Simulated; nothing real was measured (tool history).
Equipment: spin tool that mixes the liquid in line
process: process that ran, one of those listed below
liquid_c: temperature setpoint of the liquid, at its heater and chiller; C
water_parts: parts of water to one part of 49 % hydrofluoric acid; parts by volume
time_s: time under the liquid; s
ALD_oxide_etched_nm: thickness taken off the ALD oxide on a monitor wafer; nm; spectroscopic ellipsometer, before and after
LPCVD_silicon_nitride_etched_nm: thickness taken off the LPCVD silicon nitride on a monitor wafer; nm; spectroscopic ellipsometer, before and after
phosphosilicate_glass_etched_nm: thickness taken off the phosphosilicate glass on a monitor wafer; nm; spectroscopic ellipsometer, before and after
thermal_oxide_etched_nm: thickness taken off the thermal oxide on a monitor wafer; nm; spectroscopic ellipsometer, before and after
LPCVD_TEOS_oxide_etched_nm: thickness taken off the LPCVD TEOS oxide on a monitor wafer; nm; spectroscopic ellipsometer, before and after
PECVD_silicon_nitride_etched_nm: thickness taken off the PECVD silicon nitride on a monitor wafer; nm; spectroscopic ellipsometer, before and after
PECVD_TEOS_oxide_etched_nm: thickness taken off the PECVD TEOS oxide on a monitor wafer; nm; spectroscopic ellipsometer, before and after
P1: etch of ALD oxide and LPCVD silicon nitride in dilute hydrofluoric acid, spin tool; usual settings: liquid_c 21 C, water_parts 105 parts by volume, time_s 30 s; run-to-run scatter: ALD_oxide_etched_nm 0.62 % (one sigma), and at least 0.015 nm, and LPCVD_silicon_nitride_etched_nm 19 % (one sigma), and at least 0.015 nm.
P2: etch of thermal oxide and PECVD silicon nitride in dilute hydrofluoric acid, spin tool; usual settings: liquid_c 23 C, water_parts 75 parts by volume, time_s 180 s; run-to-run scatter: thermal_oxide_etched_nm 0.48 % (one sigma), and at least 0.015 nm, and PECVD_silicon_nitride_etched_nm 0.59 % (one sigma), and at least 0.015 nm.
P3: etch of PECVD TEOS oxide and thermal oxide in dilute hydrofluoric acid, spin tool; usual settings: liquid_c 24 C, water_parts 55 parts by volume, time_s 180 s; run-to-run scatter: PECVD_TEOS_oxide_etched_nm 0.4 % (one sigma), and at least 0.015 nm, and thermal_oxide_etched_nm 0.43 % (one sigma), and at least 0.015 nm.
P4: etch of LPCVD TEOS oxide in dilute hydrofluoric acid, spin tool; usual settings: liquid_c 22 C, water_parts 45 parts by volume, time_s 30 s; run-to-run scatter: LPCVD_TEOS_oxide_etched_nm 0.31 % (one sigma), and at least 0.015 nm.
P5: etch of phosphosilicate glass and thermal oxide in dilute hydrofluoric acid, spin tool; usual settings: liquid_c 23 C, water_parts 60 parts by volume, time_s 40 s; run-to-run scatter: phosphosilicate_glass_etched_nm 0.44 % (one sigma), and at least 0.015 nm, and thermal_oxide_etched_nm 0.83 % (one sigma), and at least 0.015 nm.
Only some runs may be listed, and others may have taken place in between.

run,day,process,liquid_c,water_parts,time_s,ALD_oxide_etched_nm,LPCVD_silicon_nitride_etched_nm,phosphosilicate_glass_etched_nm,thermal_oxide_etched_nm,LPCVD_TEOS_oxide_etched_nm,PECVD_silicon_nitride_etched_nm,PECVD_TEOS_oxide_etched_nm
1,0.5,P1,21,105,30,4.1909,0.10385,,,,,
2,1.008,P1,17,105,30,3.5869,0.11206,,,,,
3,1.533,P5,23,60,40,,,51.132,3.2247,,,
4,2.196,P5,23,100,40,,,29.157,1.8624,,,
5,2.521,P4,22,20,30,,,,,80.857,,
6,2.921,P2,30,75,180,,,,15.061,,6.5014,
7,3.312,P3,24,55,180,,,,16.227,,,29.826
8,3.712,P1,21,165,45,3.6942,0.13939,,,,,
9,4.212,P5,23,60,65,,,83.125,5.3268,,,
10,4.812,P3,31.5,55,180,,,,21.936,,,40.368
11,5.258,P2,23,75,360,,,,22.971,,8.3144,
12,5.7,P5,17,60,40,,,39.731,2.5288,,,
13,6.262,P4,22,45,15,,,,,17.48,,
14,6.638,P1,21,105,50,7.0589,0.11886,,,,,
15,7.3,P3,24,55,180,,,,16.216,,,30.089
16,7.725,P4,22,45,30,,,,,34.953,,
17,8.254,P1,21,105,30,4.1765,0.071428,,,,,
18,8.688,P4,25.5,45,30,,,,,40.123,,
19,9.258,P1,28.5,105,30,5.6045,0.14634,,,,,
20,9.812,P1,21,190,30,2.0925,0.048295,,,,,
21,10.442,P1,21,105,30,4.1754,0.094436,,,,,
22,10.771,P1,21,105,30,4.217,0.087247,,,,,
23,11.171,P5,23,60,40,,,51.14,3.2405,,,
24,11.758,P3,24,55,360,,,,32.56,,,60.055
25,12.296,P3,24,25,180,,,,37.466,,,68.489
26,12.804,P1,21,30,30,16.006,0.3953,,,,,
27,13.371,P1,21,105,15,2.0946,0.049881,,,,,
28,13.971,P2,23,75,180,,,,11.402,,4.1361,
29,14.617,P1,21,105,30,4.156,0.13322,,,,,
30,14.954,P2,23,75,180,,,,11.479,,4.1492,
31,15.296,P2,23,20,180,,,,46.018,,14.839,
32,15.808,P1,21,105,30,4.1747,0.12708,,,,,
33,16.162,P1,21,105,30,4.0434,0.13297,,,,,
34,16.546,P1,21,105,30,3.986,0.064132,,,,,
35,16.996,P1,21,105,30,3.9137,0.097098,,,,,
36,17.525,P1,21,105,30,3.891,0.083824,,,,,
37,17.904,P1,21,105,30,3.9175,0.066544,,,,,
38,18.371,P1,21,105,30,3.8781,0.10491,,,,,
39,19.004,P1,21,105,30,3.8772,0.065064,,,,,

The output of P1 has drifted from where it used to be. Each of the 2 causes below, taken at the size shown beside it, accounts for the log equally well:
A: liquid colder than its thermometer reads (K) = 1.6
B: hydrofluoric acid flow below the setpoint (%) = 5.64
The drift started at roughly day 15.808.

Of the 4 check runs listed below, each run on one wafer and each result written as a question mark, which would let you distinguish the listed causes because they would give clearly different results?
check 1,19.638,P4,25.5,35,30,,,,,?,,
check 2,19.638,P2,29.5,20,180,,,,?,,?,
check 3,19.638,P5,17,60,40,,,?,?,,,
check 4,19.638,P3,31.5,55,180,,,,?,,,?

Check results expected under each cause:
check,result,if A,if B
check 1,LPCVD_TEOS_oxide_etched_nm,49.087,49.352
check 2,thermal_oxide_etched_nm,56.505,56.796
check 2,PECVD_silicon_nitride_etched_nm,20.683,21.75
check 3,phosphosilicate_glass_etched_nm,37.034,37.314
check 3,thermal_oxide_etched_nm,2.3557,2.3735
check 4,thermal_oxide_etched_nm,20.584,20.56
check 4,PECVD_TEOS_oxide_etched_nm,37.838,37.795
Distance between the nearest two causes, measured in the result of the check that separates them most: check 1 0.54 %; check 2 5.03 %; check 3 0.75 %; check 4 0.12 %
The causes can be told apart only by check 2. The other checks would give nearly the same results under each of them.

Then check 2 was run and gave: thermal_oxide_etched_nm 56.996 nm; PECVD_silicon_nitride_etched_nm 21.468 nm. Which cause is it?

The correct cause is B, namely: hydrofluoric acid flow below the setpoint (%).

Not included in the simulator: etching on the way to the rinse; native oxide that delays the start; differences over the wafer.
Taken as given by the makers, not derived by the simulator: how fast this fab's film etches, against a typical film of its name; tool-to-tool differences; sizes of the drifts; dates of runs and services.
